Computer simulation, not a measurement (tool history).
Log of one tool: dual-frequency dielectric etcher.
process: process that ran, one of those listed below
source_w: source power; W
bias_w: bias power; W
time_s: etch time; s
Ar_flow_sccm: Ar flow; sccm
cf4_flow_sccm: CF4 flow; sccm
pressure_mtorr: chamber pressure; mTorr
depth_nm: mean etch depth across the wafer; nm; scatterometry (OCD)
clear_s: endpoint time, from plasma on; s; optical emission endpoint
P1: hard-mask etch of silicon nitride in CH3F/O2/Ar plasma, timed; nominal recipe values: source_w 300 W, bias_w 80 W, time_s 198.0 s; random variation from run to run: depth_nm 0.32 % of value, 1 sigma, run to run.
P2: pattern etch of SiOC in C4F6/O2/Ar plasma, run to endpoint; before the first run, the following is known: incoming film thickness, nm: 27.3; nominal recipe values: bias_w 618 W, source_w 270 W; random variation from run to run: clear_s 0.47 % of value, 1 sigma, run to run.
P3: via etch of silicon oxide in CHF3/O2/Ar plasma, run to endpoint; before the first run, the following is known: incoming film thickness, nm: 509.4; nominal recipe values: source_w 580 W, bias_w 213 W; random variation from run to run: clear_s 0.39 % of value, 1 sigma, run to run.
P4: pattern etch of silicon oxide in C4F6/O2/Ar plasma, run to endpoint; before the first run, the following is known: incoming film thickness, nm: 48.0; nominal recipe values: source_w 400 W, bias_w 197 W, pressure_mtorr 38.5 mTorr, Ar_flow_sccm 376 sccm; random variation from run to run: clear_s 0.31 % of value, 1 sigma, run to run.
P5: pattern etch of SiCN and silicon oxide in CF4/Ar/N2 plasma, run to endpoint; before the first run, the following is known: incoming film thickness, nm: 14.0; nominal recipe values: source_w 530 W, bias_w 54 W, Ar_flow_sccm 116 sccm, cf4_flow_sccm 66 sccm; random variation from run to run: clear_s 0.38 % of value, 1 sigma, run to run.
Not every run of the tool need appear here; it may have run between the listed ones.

run 1 hour=6.0 | process=P1 source_w=300 bias_w=80 time_s=198.0 | depth_nm=130.420
run 2 hour=13.1 | process=P3 source_w=380 bias_w=213 | clear_s=285.2700
run 3 hour=24.1 | process=P1 source_w=300 bias_w=80 time_s=198.0 | depth_nm=130.740
run 4 hour=30.2 | process=P5 source_w=530 bias_w=31 Ar_flow_sccm=116 cf4_flow_sccm=66 | clear_s=19.0590
run 5 hour=42.8 | process=P1 source_w=300 bias_w=80 time_s=198.0 | depth_nm=130.660
run 6 hour=48.3 | process=P5 source_w=530 bias_w=54 Ar_flow_sccm=157 cf4_flow_sccm=66 | clear_s=17.0770
run 7 hour=56.0 | process=P3 source_w=580 bias_w=213 | clear_s=242.3100
run 8 hour=63.4 | process=P1 source_w=300 bias_w=80 time_s=153.5 | depth_nm=101.440
run 9 hour=75.1 | process=P5 source_w=530 bias_w=54 Ar_flow_sccm=116 cf4_flow_sccm=66 | clear_s=16.0660
run 10 hour=83.0 | process=P4 source_w=400 bias_w=197 Ar_flow_sccm=484 pressure_mtorr=38.5 | clear_s=15.9430
run 11 hour=95.4 | process=P4 source_w=400 bias_w=197 Ar_flow_sccm=376 pressure_mtorr=38.5 | clear_s=15.4530
run 12 hour=104.2 | process=P1 source_w=210 bias_w=49 time_s=198.0 | depth_nm=96.884
run 13 hour=116.2 | process=P3 source_w=580 bias_w=135 | clear_s=281.4800
run 14 hour=126.9 | process=P1 source_w=300 bias_w=80 time_s=198.0 | depth_nm=130.670
run 15 hour=138.6 | process=P2 source_w=270 bias_w=618 | clear_s=9.7751
run 16 hour=147.3 | process=P2 source_w=270 bias_w=486 | clear_s=10.7220
run 17 hour=157.1 | process=P4 source_w=400 bias_w=244 Ar_flow_sccm=376 pressure_mtorr=38.5 | clear_s=14.3440
run 18 hour=165.4 | process=P5 source_w=530 bias_w=54 Ar_flow_sccm=116 cf4_flow_sccm=93 | clear_s=15.1460
run 19 hour=174.9 | process=P1 source_w=300 bias_w=104 time_s=198.0 | depth_nm=143.760
run 20 hour=183.7 | process=P2 source_w=380 bias_w=618 | clear_s=8.6939
run 21 hour=191.9 | process=P4 source_w=400 bias_w=197 Ar_flow_sccm=376 pressure_mtorr=48.5 | clear_s=15.8340
run 22 hour=201.5 | process=P1 source_w=300 bias_w=80 time_s=198.0 | depth_nm=131.260
run 23 hour=212.8 | process=P1 source_w=370 bias_w=80 time_s=198.0 | depth_nm=141.860
run 24 hour=220.4 | process=P1 source_w=230 bias_w=80 time_s=198.0 | depth_nm=117.700
run 25 hour=227.2 | process=P4 source_w=240 bias_w=197 Ar_flow_sccm=376 pressure_mtorr=38.5 | clear_s=18.7620
run 26 hour=236.9 | process=P5 source_w=350 bias_w=54 Ar_flow_sccm=116 cf4_flow_sccm=66 | clear_s=23.2240
run 27 hour=245.7 | process=P3 source_w=580 bias_w=213 | clear_s=242.9600
-- hour=246.9 source power generator calibrated
run 28 hour=251.8 | process=P5 source_w=530 bias_w=54 Ar_flow_sccm=116 cf4_flow_sccm=66 | clear_s=16.0710
run 29 hour=260.6 | process=P1 source_w=300 bias_w=80 time_s=198.0 | depth_nm=130.950
run 30 hour=273.1 | process=P1 source_w=300 bias_w=80 time_s=263.5 | depth_nm=174.370
run 31 hour=282.2 | process=P1 source_w=300 bias_w=65 time_s=198.0 | depth_nm=121.860
run 32 hour=290.7 | process=P1 source_w=300 bias_w=80 time_s=198.0 | depth_nm=130.930
run 33 hour=302.7 | process=P1 source_w=300 bias_w=80 time_s=198.0 | depth_nm=132.620
run 34 hour=309.4 | process=P1 source_w=300 bias_w=80 time_s=198.0 | depth_nm=131.790
run 35 hour=316.6 | process=P1 source_w=300 bias_w=80 time_s=198.0 | depth_nm=133.190
run 36 hour=323.4 | process=P1 source_w=300 bias_w=80 time_s=198.0 | depth_nm=132.270
-- hour=324.5 wet clean of the chamber
run 37 hour=334.0 | process=P1 source_w=300 bias_w=80 time_s=198.0 | depth_nm=132.660
run 38 hour=341.8 | process=P1 source_w=300 bias_w=80 time_s=198.0 | depth_nm=131.940

What P1 gives has crept away from where it was. These 2 causes fit the log equally well, each at the size given:
A: source power that arrives over what is set, % = 4.6
B: bias power that arrives over what is set, % = 4.79
Creep in the process output first set in at about hour 290.7.
The rest of the possible causes, and what rules out each one:
chamber walls in a state that raises the etch rate, %: was serviced at hour 324.5, once the creep was under way, yet the earlier output never came back

Consider the 4 single-wafer check runs listed below, results given as question marks: which one distinguishes between the causes by giving clearly different results for each?
run check 1 hour=349.6 | process=P3 source_w=410 bias_w=137 | clear_s=?
run check 2 hour=349.6 | process=P5 source_w=530 bias_w=42 Ar_flow_sccm=116 cf4_flow_sccm=84 | clear_s=?
run check 3 hour=349.6 | process=P2 source_w=320 bias_w=618 | clear_s=?
run check 4 hour=349.6 | process=P4 source_w=330 bias_w=234 Ar_flow_sccm=376 pressure_mtorr=38.5 | clear_s=?

Outcome of each check run for each possible cause:
check=check_1 result=clear_s if_A=316.5700 if_B=317.2000
check=check_2 result=clear_s if_A=16.0000 if_B=16.4350
check=check_3 result=clear_s if_A=9.0700 if_B=9.0535
check=check_4 result=clear_s if_A=15.4090 if_B=15.4290
Smallest distance between any two causes, each pair judged by its most separating result, in per cent: check 1 0.2 %; check 2 2.69 %; check 3 0.18 %; check 4 0.13 %
Check 2 is the one run that separates the causes; every other check would come out nearly the same whichever cause is at work.

Check 2 was then run and gave: clear_s 16.5840 s. Which cause is it?

B is the cause: bias power that arrives over what is set, %.

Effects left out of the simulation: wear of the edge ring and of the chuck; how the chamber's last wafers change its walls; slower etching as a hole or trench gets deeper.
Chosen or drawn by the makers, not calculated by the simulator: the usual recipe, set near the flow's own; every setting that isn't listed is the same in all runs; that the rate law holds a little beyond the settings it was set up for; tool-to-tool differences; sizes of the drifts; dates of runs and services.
